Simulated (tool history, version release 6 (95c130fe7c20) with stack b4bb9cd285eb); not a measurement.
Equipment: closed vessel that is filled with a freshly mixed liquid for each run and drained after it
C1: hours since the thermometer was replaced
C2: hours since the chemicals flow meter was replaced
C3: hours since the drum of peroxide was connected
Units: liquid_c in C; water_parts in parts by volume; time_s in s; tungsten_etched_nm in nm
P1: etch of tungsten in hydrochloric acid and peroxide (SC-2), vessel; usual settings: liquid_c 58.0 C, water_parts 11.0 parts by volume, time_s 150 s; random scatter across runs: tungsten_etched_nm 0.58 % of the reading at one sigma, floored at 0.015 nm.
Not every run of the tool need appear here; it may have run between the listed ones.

Run 1, hour 5.9: liquid_c 58.0 C, water_parts 11.0 parts by volume, time_s 150 s; C1 729.3; C2 1382.6; C3 388.6. Result: tungsten_etched_nm 27.2430 nm.
Run 2, hour 15.7: liquid_c 58.0 C, water_parts 19.0 parts by volume, time_s 150 s; C1 739.1; C2 1392.4; C3 398.4. Result: tungsten_etched_nm 16.6630 nm.
Run 3, hour 24.9: liquid_c 58.0 C, water_parts 11.0 parts by volume, time_s 275 s; C1 748.3; C2 1401.6; C3 407.6. Result: tungsten_etched_nm 49.6290 nm.
Run 4, hour 30.6: liquid_c 58.0 C, water_parts 11.0 parts by volume, time_s 30 s; C1 754.0; C2 1407.3; C3 413.3. Result: tungsten_etched_nm 5.4258 nm.
Run 5, hour 38.0: liquid_c 58.0 C, water_parts 11.0 parts by volume, time_s 150 s; C1 761.4; C2 1414.7; C3 420.7. Result: tungsten_etched_nm 27.0580 nm.
Run 6, hour 45.5: liquid_c 46.0 C, water_parts 11.0 parts by volume, time_s 150 s; C1 768.9; C2 1422.2; C3 428.2. Result: tungsten_etched_nm 12.3130 nm.
Run 7, hour 54.6: liquid_c 69.5 C, water_parts 11.0 parts by volume, time_s 150 s; C1 778.0; C2 1431.3; C3 437.3. Result: tungsten_etched_nm 54.4680 nm.
Run 8, hour 59.3: liquid_c 42.0 C, water_parts 14.5 parts by volume, time_s 150 s; C1 782.7; C2 1436.0; C3 442.0. Result: tungsten_etched_nm 7.3270 nm.
Run 9, hour 68.0: liquid_c 58.0 C, water_parts 11.0 parts by volume, time_s 150 s; C1 791.4; C2 1444.7; C3 450.7. Result: tungsten_etched_nm 26.7760 nm.
Run 10, hour 77.5: liquid_c 58.0 C, water_parts 4.0 parts by volume, time_s 150 s; C1 800.9; C2 1454.2; C3 460.2. Result: tungsten_etched_nm 59.3160 nm.
Run 11, hour 85.1: liquid_c 58.0 C, water_parts 11.0 parts by volume, time_s 150 s; C1 808.5; C2 1461.8; C3 467.8. Result: tungsten_etched_nm 27.0920 nm.
Run 12, hour 90.1: liquid_c 58.0 C, water_parts 11.0 parts by volume, time_s 150 s; C1 813.5; C2 1466.8; C3 472.8. Result: tungsten_etched_nm 27.0810 nm.
Run 13, hour 98.2: liquid_c 46.5 C, water_parts 11.0 parts by volume, time_s 90 s; C1 821.6; C2 1474.9; C3 480.9. Result: tungsten_etched_nm 7.5486 nm.
Run 14, hour 105.8: liquid_c 58.0 C, water_parts 11.0 parts by volume, time_s 150 s; C1 829.2; C2 1482.5; C3 488.5. Result: tungsten_etched_nm 27.0880 nm.
Run 15, hour 110.7: liquid_c 58.0 C, water_parts 4.0 parts by volume, time_s 30 s; C1 834.1; C2 1487.4; C3 493.4. Result: tungsten_etched_nm 11.6550 nm.
Run 16, hour 118.3: liquid_c 58.0 C, water_parts 11.0 parts by volume, time_s 150 s; C1 841.7; C2 1495.0; C3 501.0. Result: tungsten_etched_nm 27.3730 nm.
Run 17, hour 124.5: liquid_c 58.0 C, water_parts 11.0 parts by volume, time_s 150 s; C1 847.9; C2 1501.2; C3 507.2. Result: tungsten_etched_nm 26.2550 nm.
Run 18, hour 132.0: liquid_c 58.0 C, water_parts 11.0 parts by volume, time_s 150 s; C1 855.4; C2 1508.7; C3 514.7. Result: tungsten_etched_nm 26.0900 nm.
Run 19, hour 141.1: liquid_c 58.0 C, water_parts 11.0 parts by volume, time_s 150 s; C1 864.5; C2 1517.8; C3 523.8. Result: tungsten_etched_nm 25.6230 nm.
Run 20, hour 150.2: liquid_c 58.0 C, water_parts 11.0 parts by volume, time_s 150 s; C1 873.6; C2 1526.9; C3 532.9. Result: tungsten_etched_nm 25.5190 nm.
Run 21, hour 158.4: liquid_c 58.0 C, water_parts 11.0 parts by volume, time_s 150 s; C1 881.8; C2 1535.1; C3 541.1. Result: tungsten_etched_nm 25.1670 nm.
At hour 163.2: new drum of peroxide connected.
Run 22, hour 164.2: liquid_c 58.0 C, water_parts 11.0 parts by volume, time_s 150 s; C1 887.6; C2 1540.9; C3 1.1. Result: tungsten_etched_nm 25.0100 nm.
Run 23, hour 172.4: liquid_c 58.0 C, water_parts 11.0 parts by volume, time_s 150 s; C1 895.8; C2 1549.1; C3 9.3. Result: tungsten_etched_nm 24.9520 nm.
Run 24, hour 178.0: liquid_c 58.0 C, water_parts 11.0 parts by volume, time_s 150 s; C1 901.4; C2 1554.7; C3 14.9. Result: tungsten_etched_nm 25.1140 nm.
Run 25, hour 184.8: liquid_c 58.0 C, water_parts 11.0 parts by volume, time_s 150 s; C1 908.2; C2 1561.5; C3 21.7. Result: tungsten_etched_nm 24.7340 nm.
Run 26, hour 190.0: liquid_c 58.0 C, water_parts 11.0 parts by volume, time_s 150 s; C1 913.4; C2 1566.7; C3 26.9. Result: tungsten_etched_nm 24.9750 nm.

Compared with where it was, what P1 gives has crept away. Each cause listed below fits the log as well as the rest, at the size given for it:
A: chemicals flow below the setpoint (%) = 9.33
B: liquid colder than its thermometer reads (K) = 1.31
At approximately hour 118.3, the process output began to creep.
Why every other cause is out:
peroxide weaker than its label (%): was serviced at hour 163.2, once the creep was under way, yet the earlier output never came back

Consider the 4 check runs below, whose results appear as question marks and each of which averages 5 wafers. Which one distinguishes the causes, in that each cause would give it a clearly different result?
Run check 1, hour 195.2: liquid_c 47.5 C, water_parts 4.0 parts by volume, time_s 150 s. Result: tungsten_etched_nm ?.
Run check 2, hour 195.2: liquid_c 58.0 C, water_parts 18.5 parts by volume, time_s 265 s. Result: tungsten_etched_nm ?.
Run check 3, hour 195.2: liquid_c 67.5 C, water_parts 11.0 parts by volume, time_s 275 s. Result: tungsten_etched_nm ?.
Run check 4, hour 195.2: liquid_c 58.0 C, water_parts 18.0 parts by volume, time_s 50 s. Result: tungsten_etched_nm ?.

If the cause were each of the candidates in turn, the checks would give the following:
  check              result     if A     if B
check 1  tungsten_etched_nm  27.6270  27.0080
check 2  tungsten_etched_nm  27.8080  27.9560
check 3  tungsten_etched_nm  82.2310  82.6090
check 4  tungsten_etched_nm   5.3793   5.4066
Per check, the gap between the least separated pair of causes, taken in the result that splits them most: check 1 2.27 %; check 2 0.53 %; check 3 0.46 %; check 4 0.51 %
The causes can be told apart only by check 1. The other checks would give nearly the same results under each of them.

Check 1 was carried out, with these results: tungsten_etched_nm 27.6330 nm. Which of the listed causes is responsible?

It is A: chemicals flow below the setpoint (%).
